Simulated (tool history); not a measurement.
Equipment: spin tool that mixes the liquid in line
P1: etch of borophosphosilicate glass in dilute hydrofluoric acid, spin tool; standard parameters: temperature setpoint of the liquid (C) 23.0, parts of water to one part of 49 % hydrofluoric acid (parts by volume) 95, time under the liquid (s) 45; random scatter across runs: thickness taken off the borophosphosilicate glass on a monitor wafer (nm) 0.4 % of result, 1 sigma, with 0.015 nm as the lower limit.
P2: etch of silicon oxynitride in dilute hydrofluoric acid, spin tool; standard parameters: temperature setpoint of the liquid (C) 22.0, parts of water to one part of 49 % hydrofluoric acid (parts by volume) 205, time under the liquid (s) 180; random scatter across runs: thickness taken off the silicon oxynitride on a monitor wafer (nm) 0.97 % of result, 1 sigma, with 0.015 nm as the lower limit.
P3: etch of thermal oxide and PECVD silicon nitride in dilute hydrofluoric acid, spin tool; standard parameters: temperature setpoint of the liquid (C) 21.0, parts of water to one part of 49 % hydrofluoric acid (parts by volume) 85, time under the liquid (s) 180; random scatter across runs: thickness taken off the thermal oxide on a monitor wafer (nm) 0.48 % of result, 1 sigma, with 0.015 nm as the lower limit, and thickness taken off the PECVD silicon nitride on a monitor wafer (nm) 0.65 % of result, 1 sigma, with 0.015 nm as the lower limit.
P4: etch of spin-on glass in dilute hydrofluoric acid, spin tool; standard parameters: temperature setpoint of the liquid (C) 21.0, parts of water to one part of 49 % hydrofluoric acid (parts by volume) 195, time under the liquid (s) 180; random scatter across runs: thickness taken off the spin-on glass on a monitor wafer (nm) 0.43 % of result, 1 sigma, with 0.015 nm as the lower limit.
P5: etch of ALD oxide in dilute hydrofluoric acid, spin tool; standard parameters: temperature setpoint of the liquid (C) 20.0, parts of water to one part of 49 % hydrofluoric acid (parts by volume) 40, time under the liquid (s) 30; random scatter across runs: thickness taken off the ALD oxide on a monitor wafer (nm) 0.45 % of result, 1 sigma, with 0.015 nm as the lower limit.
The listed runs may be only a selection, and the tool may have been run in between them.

run	hour	process that ran	temperature setpoint of the liquid (C)	parts of water to one part of 49 % hydrofluoric acid (parts by volume)	time under the liquid (s)	hours since the thermometer was replaced	hours since the hydrofluoric acid flow meter was replaced	thickness taken off the borophosphosilicate glass on a monitor wafer (nm)	thickness taken off the spin-on glass on a monitor wafer (nm)	thickness taken off the silicon oxynitride on a monitor wafer (nm)	thickness taken off the thermal oxide on a monitor wafer (nm)	thickness taken off the PECVD silicon nitride on a monitor wafer (nm)	thickness taken off the ALD oxide on a monitor wafer (nm)
1	13.0	P1	23.0	95	45	553.2	1046.9	24.9350					
2	27.0	P4	21.0	195	180	567.2	1060.9		18.017				
3	39.1	P1	23.0	95	45	579.3	1073.0	25.0680					
4	50.0	P2	22.0	315	180	590.2	1083.9			1.2845			
5	67.5	P4	21.0	195	180	607.7	1101.4		18.033				
6	84.4	P3	17.0	85	180	624.6	1118.3				7.2278	2.6864	
7	100.7	P4	17.0	195	180	640.9	1134.6		15.505				
8	112.7	P5	20.0	40	30	652.9	1146.6						10.0000
9	125.3	P4	21.0	195	350	665.5	1159.2		35.222				
10	136.1	P1	23.0	95	45	676.3	1170.0	25.1500					
11	150.0	P3	21.0	85	270	690.2	1183.9				12.8310	5.3704	
12	159.2	P1	23.0	165	45	699.4	1193.1	13.3150					
13	173.4	P1	27.0	95	45	713.6	1207.3	29.1970					
14	189.7	P2	17.0	205	180	729.9	1223.6			1.6846			
15	205.8	P1	23.0	95	15	746.0	1239.7	8.3691					
16	223.2	P5	20.0	20	30	763.4	1257.1						20.6240
17	236.6	P1	27.5	95	60	776.8	1270.5	39.9530					
18	251.0	P3	21.0	85	180	791.2	1284.9				8.6191	3.5297	
19	262.3	P4	21.0	35	180	802.5	1296.2		120.740				
20	275.7	P3	21.0	85	180	815.9	1309.6				8.4903	3.5753	
21	290.8	P1	23.0	95	75	831.0	1324.7	41.7330					
22	305.1	P2	22.0	205	180	845.3	1339.0			2.1370			
23	322.0	P1	17.5	95	45	862.2	1355.9	19.9220					
24	340.9	P5	20.0	40	60	881.1	1374.8						20.0490
25	354.7	P1	28.5	135	45	894.9	1388.6	20.7920					
26	369.5	P1	23.0	95	45	909.7	1403.4	25.1930					
27	380.1	P3	21.0	150	180	920.3	1414.0				4.5440	2.0355	
28	396.5	P2	22.0	205	315	936.7	1430.4			3.7491			
29	409.8	P1	23.0	45	45	950.0	1443.7	56.0730					
30	420.5	P5	27.5	40	30	960.7	1454.4						13.6860
31	431.5	P1	23.0	95	45	971.7	1465.4	24.9080					
32	443.2	P5	20.0	40	30	983.4	1477.1						9.9696
33	457.8	P1	23.0	95	45	998.0	1491.7	25.1250					
34	470.4	P1	23.0	95	45	1010.6	1504.3	25.1630					
35	488.2	P1	23.0	95	45	1028.4	1522.1	26.3870					
36	497.2	P1	23.0	95	45	1037.4	1531.1	26.3640					
37	508.1	P1	23.0	95	45	1048.3	1542.0	26.8370					
38	522.5	P1	23.0	95	45	1062.7	1556.4	26.9620					
39	536.1	P1	23.0	95	45	1076.3	1570.0	27.3960					
40	547.6	P1	23.0	95	45	1087.8	1581.5	27.2700					

Compared with where it was, what P1 gives has crept away. Each cause listed below fits the log as well as the rest, at the size given for it:
A: liquid hotter than its thermometer reads (K) = 2.04
B: hydrofluoric acid flow above the setpoint (%) = 7.57
Onset of the creep was near hour 470.4.

Consider the 4 single-wafer check runs listed below, results given as question marks: which one distinguishes between the causes by giving clearly different results for each?
check 1	559.1	P2	17.0	205	180					?			
check 2	559.1	P5	23.5	20	30								?
check 3	559.1	P3	21.0	85	250						?	?	
check 4	559.1	P4	21.0	40	295				?				

What each check would give under each cause:
check	result	if A	if B
check 1	thickness taken off the silicon oxynitride on a monitor wafer (nm)	1.8629	1.8352
check 2	thickness taken off the ALD oxide on a monitor wafer (nm)	26.0210	25.7420
check 3	thickness taken off the thermal oxide on a monitor wafer (nm)	12.9440	12.9030
check 3	thickness taken off the PECVD silicon nitride on a monitor wafer (nm)	5.6831	5.3195
check 4	thickness taken off the spin-on glass on a monitor wafer (nm)	187.070	185.280
Separation of the two closest causes in each check, using whichever result separates them best: check 1 1.5 %; check 2 1.08 %; check 3 6.61 %; check 4 0.96 %
The other checks would show nearly matching results whichever cause is true, so check 3 is the only one that separates the causes.

With check 3 done, the readings were: thickness taken off the thermal oxide on a monitor wafer (nm) 12.8890; thickness taken off the PECVD silicon nitride on a monitor wafer (nm) 5.3000. Identify which of the listed causes applies.

B is the cause: hydrofluoric acid flow above the setpoint (%).
